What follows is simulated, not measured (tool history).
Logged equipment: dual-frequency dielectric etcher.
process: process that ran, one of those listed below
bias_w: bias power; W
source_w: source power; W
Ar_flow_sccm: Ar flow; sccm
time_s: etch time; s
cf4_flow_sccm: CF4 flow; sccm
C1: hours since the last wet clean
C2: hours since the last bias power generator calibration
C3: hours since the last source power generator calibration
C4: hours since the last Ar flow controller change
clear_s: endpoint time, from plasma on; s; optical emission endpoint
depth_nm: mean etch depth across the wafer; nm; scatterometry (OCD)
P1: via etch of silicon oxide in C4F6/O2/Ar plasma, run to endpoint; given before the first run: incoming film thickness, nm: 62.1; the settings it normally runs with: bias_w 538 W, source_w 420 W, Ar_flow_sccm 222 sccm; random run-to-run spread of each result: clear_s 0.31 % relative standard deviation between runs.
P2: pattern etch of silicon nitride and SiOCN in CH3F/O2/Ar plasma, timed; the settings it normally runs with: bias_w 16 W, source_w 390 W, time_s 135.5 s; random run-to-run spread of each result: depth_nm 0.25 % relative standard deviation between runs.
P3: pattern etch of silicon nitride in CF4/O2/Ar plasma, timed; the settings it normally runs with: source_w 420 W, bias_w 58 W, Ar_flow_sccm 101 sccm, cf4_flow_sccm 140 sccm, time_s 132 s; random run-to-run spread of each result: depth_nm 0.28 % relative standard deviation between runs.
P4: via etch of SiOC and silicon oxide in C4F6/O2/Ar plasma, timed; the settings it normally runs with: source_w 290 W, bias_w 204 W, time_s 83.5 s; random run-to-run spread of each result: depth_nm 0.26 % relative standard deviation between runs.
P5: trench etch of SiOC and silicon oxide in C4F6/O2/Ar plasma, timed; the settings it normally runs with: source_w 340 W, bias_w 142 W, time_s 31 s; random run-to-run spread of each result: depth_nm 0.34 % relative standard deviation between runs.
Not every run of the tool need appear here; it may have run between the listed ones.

{"run": 1, "hour": 10.1, "process": "P1", "bias_w": 538, "source_w": 420, "Ar_flow_sccm": 222, "C1": 481, "C2": 1910.4, "C3": 1955.7, "C4": 688.9, "clear_s": 12.489}
{"run": 2, "hour": 23.6, "process": "P1", "bias_w": 342, "source_w": 420, "Ar_flow_sccm": 222, "C1": 494.5, "C2": 1923.9, "C3": 1969.2, "C4": 702.4, "clear_s": 14.742}
{"run": 3, "hour": 38.2, "process": "P1", "bias_w": 538, "source_w": 420, "Ar_flow_sccm": 222, "C1": 509.1, "C2": 1938.5, "C3": 1983.8, "C4": 717, "clear_s": 12.496}
{"run": 4, "hour": 46.6, "process": "P5", "bias_w": 142, "source_w": 340, "time_s": 31, "C1": 517.5, "C2": 1946.9, "C3": 1992.2, "C4": 725.4, "depth_nm": 53.688}
{"run": 5, "hour": 58.0, "process": "P3", "bias_w": 58, "source_w": 420, "Ar_flow_sccm": 101, "time_s": 132, "cf4_flow_sccm": 140, "C1": 528.9, "C2": 1958.3, "C3": 2003.6, "C4": 736.8, "depth_nm": 234.39}
{"run": 6, "hour": 73.5, "process": "P3", "bias_w": 58, "source_w": 420, "Ar_flow_sccm": 101, "time_s": 72.5, "cf4_flow_sccm": 140, "C1": 544.4, "C2": 1973.8, "C3": 2019.1, "C4": 752.3, "depth_nm": 128.88}
{"run": 7, "hour": 87.5, "process": "P2", "bias_w": 16, "source_w": 390, "time_s": 135.5, "C1": 558.4, "C2": 1987.8, "C3": 2033.1, "C4": 766.3, "depth_nm": 15.742}
{"run": 8, "hour": 104.8, "process": "P1", "bias_w": 538, "source_w": 520, "Ar_flow_sccm": 222, "C1": 575.7, "C2": 2005.1, "C3": 2050.4, "C4": 783.6, "clear_s": 11.587}
{"run": 9, "hour": 114.4, "process": "P4", "bias_w": 204, "source_w": 290, "time_s": 83.5, "C1": 585.3, "C2": 2014.7, "C3": 2060, "C4": 793.2, "depth_nm": 85.577}
{"run": 10, "hour": 122.8, "process": "P1", "bias_w": 538, "source_w": 420, "Ar_flow_sccm": 135, "C1": 593.7, "C2": 2023.1, "C3": 2068.4, "C4": 801.6, "clear_s": 11.81}
{"run": 11, "hour": 134.1, "process": "P1", "bias_w": 538, "source_w": 420, "Ar_flow_sccm": 222, "C1": 605, "C2": 2034.4, "C3": 2079.7, "C4": 812.9, "clear_s": 12.506}
{"run": 12, "hour": 143.6, "process": "P4", "bias_w": 204, "source_w": 290, "time_s": 46, "C1": 614.5, "C2": 2043.9, "C3": 2089.2, "C4": 822.4, "depth_nm": 47.09}
{"run": 13, "hour": 159.3, "process": "P1", "bias_w": 538, "source_w": 420, "Ar_flow_sccm": 222, "C1": 630.2, "C2": 2059.6, "C3": 2104.9, "C4": 838.1, "clear_s": 12.51}
{"run": 14, "hour": 177.4, "process": "P2", "bias_w": 19, "source_w": 390, "time_s": 135.5, "C1": 648.3, "C2": 2077.7, "C3": 2123, "C4": 856.2, "depth_nm": 16.94}
{"run": 15, "hour": 192.3, "process": "P5", "bias_w": 93, "source_w": 340, "time_s": 31, "C1": 663.2, "C2": 2092.6, "C3": 2137.9, "C4": 871.1, "depth_nm": 47.922}
{"run": 16, "hour": 208.9, "process": "P3", "bias_w": 58, "source_w": 420, "Ar_flow_sccm": 101, "time_s": 132, "cf4_flow_sccm": 195, "C1": 679.8, "C2": 2109.2, "C3": 2154.5, "C4": 887.7, "depth_nm": 242.84}
{"run": 17, "hour": 217.9, "process": "P4", "bias_w": 204, "source_w": 290, "time_s": 83.5, "C1": 688.8, "C2": 2118.2, "C3": 2163.5, "C4": 896.7, "depth_nm": 85.199}
{"run": 18, "hour": 227.1, "process": "P3", "bias_w": 46, "source_w": 420, "Ar_flow_sccm": 101, "time_s": 132, "cf4_flow_sccm": 140, "C1": 698, "C2": 2127.4, "C3": 2172.7, "C4": 905.9, "depth_nm": 215.98}
{"run": 19, "hour": 237.9, "process": "P5", "bias_w": 142, "source_w": 220, "time_s": 31, "C1": 708.8, "C2": 2138.2, "C3": 2183.5, "C4": 916.7, "depth_nm": 45.304}
{"run": 20, "hour": 254.9, "process": "P1", "bias_w": 538, "source_w": 420, "Ar_flow_sccm": 299, "C1": 725.8, "C2": 2155.2, "C3": 2200.5, "C4": 933.7, "clear_s": 12.868}
{"run": 21, "hour": 265.9, "process": "P5", "bias_w": 142, "source_w": 340, "time_s": 31, "C1": 736.8, "C2": 2166.2, "C3": 2211.5, "C4": 944.7, "depth_nm": 54.112}
{"run": 22, "hour": 275.3, "process": "P3", "bias_w": 58, "source_w": 340, "Ar_flow_sccm": 101, "time_s": 132, "cf4_flow_sccm": 140, "C1": 746.2, "C2": 2175.6, "C3": 2220.9, "C4": 954.1, "depth_nm": 195.17}
{"run": 23, "hour": 286.8, "process": "P4", "bias_w": 244, "source_w": 290, "time_s": 83.5, "C1": 757.7, "C2": 2187.1, "C3": 2232.4, "C4": 965.6, "depth_nm": 90.942}
{"run": 24, "hour": 303.5, "process": "P4", "bias_w": 204, "source_w": 370, "time_s": 83.5, "C1": 774.4, "C2": 2203.8, "C3": 2249.1, "C4": 982.3, "depth_nm": 94.117}
{"run": 25, "hour": 313.3, "process": "P2", "bias_w": 16, "source_w": 470, "time_s": 135.5, "C1": 784.2, "C2": 2213.6, "C3": 2258.9, "C4": 992.1, "depth_nm": 16.835}
{"run": 26, "hour": 329.1, "process": "P3", "bias_w": 58, "source_w": 420, "Ar_flow_sccm": 74, "time_s": 132, "cf4_flow_sccm": 140, "C1": 800, "C2": 2229.4, "C3": 2274.7, "C4": 1007.9, "depth_nm": 240.92}
{"run": 27, "hour": 338.4, "process": "P1", "bias_w": 426, "source_w": 420, "Ar_flow_sccm": 271, "C1": 809.3, "C2": 2238.7, "C3": 2284, "C4": 1017.2, "clear_s": 13.903}
{"run": 28, "hour": 356.5, "process": "P2", "bias_w": 16, "source_w": 390, "time_s": 135.5, "C1": 827.4, "C2": 2256.8, "C3": 2302.1, "C4": 1035.3, "depth_nm": 15.727}
{"run": 29, "hour": 366.4, "process": "P5", "bias_w": 142, "source_w": 340, "time_s": 17.5, "C1": 837.3, "C2": 2266.7, "C3": 2312, "C4": 1045.2, "depth_nm": 30.457}
{"run": 30, "hour": 380.8, "process": "P1", "bias_w": 538, "source_w": 420, "Ar_flow_sccm": 222, "C1": 851.7, "C2": 2281.1, "C3": 2326.4, "C4": 1059.6, "clear_s": 12.503}
{"run": 31, "hour": 397.8, "process": "P1", "bias_w": 627, "source_w": 290, "Ar_flow_sccm": 222, "C1": 868.7, "C2": 2298.1, "C3": 2343.4, "C4": 1076.6, "clear_s": 13.509}
{"run": 32, "hour": 414.7, "process": "P1", "bias_w": 663, "source_w": 420, "Ar_flow_sccm": 222, "C1": 885.6, "C2": 2315, "C3": 2360.3, "C4": 1093.5, "clear_s": 11.504}
{"run": 33, "hour": 429.4, "process": "P1", "bias_w": 538, "source_w": 270, "Ar_flow_sccm": 222, "C1": 900.3, "C2": 2329.7, "C3": 2375, "C4": 1108.2, "clear_s": 14.739}
{"run": 34, "hour": 437.7, "process": "P2", "bias_w": 16, "source_w": 390, "time_s": 91, "C1": 908.6, "C2": 2338, "C3": 2383.3, "C4": 1116.5, "depth_nm": 10.576}
{"run": 35, "hour": 447.5, "process": "P1", "bias_w": 538, "source_w": 420, "Ar_flow_sccm": 222, "C1": 918.4, "C2": 2347.8, "C3": 2393.1, "C4": 1126.3, "clear_s": 12.5}
{"run": 36, "hour": 465.9, "process": "P1", "bias_w": 538, "source_w": 420, "Ar_flow_sccm": 222, "C1": 936.8, "C2": 2366.2, "C3": 2411.5, "C4": 1144.7, "clear_s": 12.371}
{"run": 37, "hour": 478.5, "process": "P1", "bias_w": 538, "source_w": 420, "Ar_flow_sccm": 222, "C1": 949.4, "C2": 2378.8, "C3": 2424.1, "C4": 1157.3, "clear_s": 12.396}
{"run": 38, "hour": 494.5, "process": "P1", "bias_w": 538, "source_w": 420, "Ar_flow_sccm": 222, "C1": 965.4, "C2": 2394.8, "C3": 2440.1, "C4": 1173.3, "clear_s": 12.384}
{"run": 39, "hour": 506.4, "process": "P1", "bias_w": 538, "source_w": 420, "Ar_flow_sccm": 222, "C1": 977.3, "C2": 2406.7, "C3": 2452, "C4": 1185.2, "clear_s": 12.325}
{"run": 40, "hour": 521.3, "process": "P1", "bias_w": 538, "source_w": 420, "Ar_flow_sccm": 222, "C1": 992.2, "C2": 2421.6, "C3": 2466.9, "C4": 1200.1, "clear_s": 12.344}
{"run": 41, "hour": 533.6, "process": "P1", "bias_w": 538, "source_w": 420, "Ar_flow_sccm": 222, "C1": 1004.5, "C2": 2433.9, "C3": 2479.2, "C4": 1212.4, "clear_s": 12.325}
{"hour": 534.9, "done": "Ar flow controller replaced"}
{"hour": 537.6, "done": "wet clean of the chamber"}
{"run": 42, "hour": 550.5, "process": "P1", "bias_w": 538, "source_w": 420, "Ar_flow_sccm": 222, "C1": 13, "C2": 2450.8, "C3": 2496.1, "C4": 15.6, "clear_s": 12.245}
{"run": 43, "hour": 568.2, "process": "P1", "bias_w": 538, "source_w": 420, "Ar_flow_sccm": 222, "C1": 30.7, "C2": 2468.5, "C3": 2513.8, "C4": 33.3, "clear_s": 12.291}

What P1 gives has crept away from where it was. These 2 causes fit the log equally well, each at the size given:
A: bias power that arrives over what is set, % = 4.24
B: source power that arrives over what is set, % = 4.35
The process output started creeping at around hour 447.5.
Every other cause this tool's parts could produce, and why it does not fit the log:
chamber walls in a state that raises the etch rate, %: maintenance at hour 537.6, after the shift began, did not return the process to its former output
Ar flow that arrives under what is set, %: maintenance at hour 534.9, after the shift began, did not return the process to its former output

Below are 4 check runs, each on a single wafer, with their results shown as question marks. Which of them would tell the listed causes apart, meaning the causes would give clearly different results under it?
{"run": "check 1", "hour": 585.9, "process": "P3", "bias_w": 58, "source_w": 420, "Ar_flow_sccm": 101, "time_s": 132, "cf4_flow_sccm": 140, "depth_nm": "?"}
{"run": "check 2", "hour": 585.9, "process": "P4", "bias_w": 204, "source_w": 290, "time_s": 83.5, "depth_nm": "?"}
{"run": "check 3", "hour": 585.9, "process": "P2", "bias_w": 16, "source_w": 390, "time_s": 135.5, "depth_nm": "?"}
{"run": "check 4", "hour": 585.9, "process": "P5", "bias_w": 142, "source_w": 340, "time_s": 31, "depth_nm": "?"}

If the cause were each of the candidates in turn, the checks would give the following:
check=check_1 result=depth_nm if_A=238.57 if_B=243.74
check=check_2 result=depth_nm if_A=86.653 if_B=86.845
check=check_3 result=depth_nm if_A=15.989 if_B=15.956
check=check_4 result=depth_nm if_A=54.473 if_B=54.696
Separation of the two closest causes in each check, using whichever result separates them best: check 1 2.14 %; check 2 0.22 %; check 3 0.2 %; check 4 0.41 %
The causes can be told apart only by check 1. The other checks would give nearly the same results under each of them.

Check 1 was then run and gave: depth_nm 238.42 nm. Which cause is it?

The cause is A: bias power that arrives over what is set, %.

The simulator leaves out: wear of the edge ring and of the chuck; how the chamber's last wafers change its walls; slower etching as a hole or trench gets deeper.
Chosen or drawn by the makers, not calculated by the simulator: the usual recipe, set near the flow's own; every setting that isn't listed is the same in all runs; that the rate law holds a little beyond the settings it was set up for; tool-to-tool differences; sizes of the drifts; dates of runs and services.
